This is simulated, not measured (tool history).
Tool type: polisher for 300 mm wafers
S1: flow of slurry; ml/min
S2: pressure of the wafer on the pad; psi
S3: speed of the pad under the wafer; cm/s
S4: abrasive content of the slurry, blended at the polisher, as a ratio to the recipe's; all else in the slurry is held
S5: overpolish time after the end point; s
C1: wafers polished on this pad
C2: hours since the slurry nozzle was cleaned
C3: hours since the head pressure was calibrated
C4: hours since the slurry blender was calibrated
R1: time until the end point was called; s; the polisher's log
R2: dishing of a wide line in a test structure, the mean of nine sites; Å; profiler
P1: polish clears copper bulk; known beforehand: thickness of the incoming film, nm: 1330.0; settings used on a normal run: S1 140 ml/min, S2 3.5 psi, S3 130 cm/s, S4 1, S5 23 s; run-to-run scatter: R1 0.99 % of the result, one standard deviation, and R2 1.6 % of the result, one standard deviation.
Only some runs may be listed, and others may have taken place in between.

run 1 hour=3.4 | S1=140 S2=3.5 S3=130 S4=1 S5=23 | C1=490 C2=277.4 C3=422.3 C4=42.4 | R1=93.984 R2=655.82
run 2 hour=7.9 | S1=140 S2=3.5 S3=130 S4=1 S5=23 | C1=520 C2=281.9 C3=426.8 C4=46.9 | R1=94.423 R2=668.18
run 3 hour=11.8 | S1=140 S2=3.5 S3=130 S4=1.45 S5=23 | C1=547 C2=285.8 C3=430.7 C4=50.8 | R1=87.504 R2=665.56
run 4 hour=16.8 | S1=140 S2=3.5 S3=196 S4=1 S5=23 | C1=581 C2=290.8 C3=435.7 C4=55.8 | R1=62.631 R2=678.61
run 5 hour=20.5 | S1=140 S2=5.4 S3=130 S4=1 S5=23 | C1=606 C2=294.5 C3=439.4 C4=59.5 | R1=60.56 R2=716.85
run 6 hour=23.3 | S1=140 S2=3.5 S3=130 S4=1 S5=45 | C1=625 C2=297.3 C3=442.2 C4=62.3 | R1=93.016 R2=682.32
run 7 hour=27.4 | S1=200 S2=3.5 S3=130 S4=1 S5=23 | C1=652 C2=301.4 C3=446.3 C4=66.4 | R1=87.886 R2=667.65
run 8 hour=32.3 | S1=140 S2=3.5 S3=130 S4=0.75 S5=23 | C1=686 C2=306.3 C3=451.2 C4=71.3 | R1=100.51 R2=665.67
run 9 hour=36.4 | S1=140 S2=3.5 S3=130 S4=1 S5=23 | C1=714 C2=310.4 C3=455.3 C4=75.4 | R1=94.837 R2=670.38
run 10 hour=39.8 | S1=140 S2=3.5 S3=130 S4=1 S5=23 | C1=737 C2=313.8 C3=458.7 C4=78.8 | R1=93.225 R2=666.91
run 11 hour=43.9 | S1=85 S2=3.5 S3=130 S4=1 S5=23 | C1=764 C2=317.9 C3=462.8 C4=82.9 | R1=105.11 R2=670.08
run 12 hour=46.6 | S1=140 S2=3.5 S3=130 S4=1 S5=23 | C1=783 C2=320.6 C3=465.5 C4=85.6 | R1=94.776 R2=678.32
run 13 hour=51.3 | S1=140 S2=3.5 S3=130 S4=1 S5=23 | C1=815 C2=325.3 C3=470.2 C4=90.3 | R1=95.431 R2=665.25
run 14 hour=55.3 | S1=140 S2=3.5 S3=130 S4=1 S5=12 | C1=842 C2=329.3 C3=474.2 C4=94.3 | R1=94.749 R2=572.37
run 15 hour=58.6 | S1=140 S2=3.5 S3=202 S4=1 S5=10 | C1=864 C2=332.6 C3=477.5 C4=97.6 | R1=60.177 R2=654.73
run 16 hour=63.4 | S1=140 S2=3.5 S3=130 S4=1 S5=23 | C1=897 C2=337.4 C3=482.3 C4=102.4 | R1=94.858 R2=673.63
run 17 hour=67.3 | S1=140 S2=2.2 S3=130 S4=1 S5=23 | C1=923 C2=341.3 C3=486.2 C4=106.3 | R1=151.22 R2=578.52
-- hour=68.8 slurry nozzle cleaned
run 18 hour=71.3 | S1=140 S2=3.5 S3=90 S4=1 S5=23 | C1=950 C2=2.5 C3=490.2 C4=110.3 | R1=135.86 R2=624.54
run 19 hour=76.4 | S1=140 S2=3.5 S3=130 S4=1 S5=23 | C1=985 C2=7.6 C3=495.3 C4=115.4 | R1=95.594 R2=670.76
run 20 hour=81.5 | S1=140 S2=3.5 S3=130 S4=1 S5=23 | C1=1020 C2=12.7 C3=500.4 C4=120.5 | R1=95.236 R2=666.91
run 21 hour=84.7 | S1=140 S2=3.5 S3=130 S4=1 S5=23 | C1=1041 C2=15.9 C3=503.6 C4=123.7 | R1=97.247 R2=664.08
run 22 hour=89.3 | S1=140 S2=3.5 S3=130 S4=1 S5=23 | C1=1072 C2=20.5 C3=508.2 C4=128.3 | R1=99.16 R2=666.6
run 23 hour=94.5 | S1=140 S2=3.5 S3=130 S4=1 S5=23 | C1=1108 C2=25.7 C3=513.4 C4=133.5 | R1=101.56 R2=682.71
run 24 hour=97.8 | S1=140 S2=3.5 S3=130 S4=1 S5=23 | C1=1130 C2=29 C3=516.7 C4=136.8 | R1=100.19 R2=661.73
run 25 hour=101.4 | S1=140 S2=3.5 S3=130 S4=1 S5=23 | C1=1155 C2=32.6 C3=520.3 C4=140.4 | R1=101.97 R2=662.51
-- hour=104.4 worn pad replaced by a new one
run 26 hour=104.5 | S1=140 S2=3.5 S3=130 S4=1 S5=23 | C1=0 C2=35.7 C3=523.4 C4=143.5 | R1=101.51 R2=668.04
-- hour=108.6 head pressure recalibrated
run 27 hour=109.4 | S1=140 S2=3.5 S3=130 S4=1 S5=23 | C1=34 C2=40.6 C3=0.9 C4=148.4 | R1=103.39 R2=660.73
run 28 hour=113.5 | S1=140 S2=3.5 S3=130 S4=1 S5=23 | C1=62 C2=44.7 C3=5 C4=152.5 | R1=100.39 R2=658.86

Forecast run 29:
run 29 hour=118.7 | S1=140 S2=3.5 S3=130 S4=1 S5=23 | C1=97 C2=49.9 C3=10.2 C4=157.7 | R1=? R2=?

For run 29 the tool returned R1 101.1 s, R2 660.79 Å.
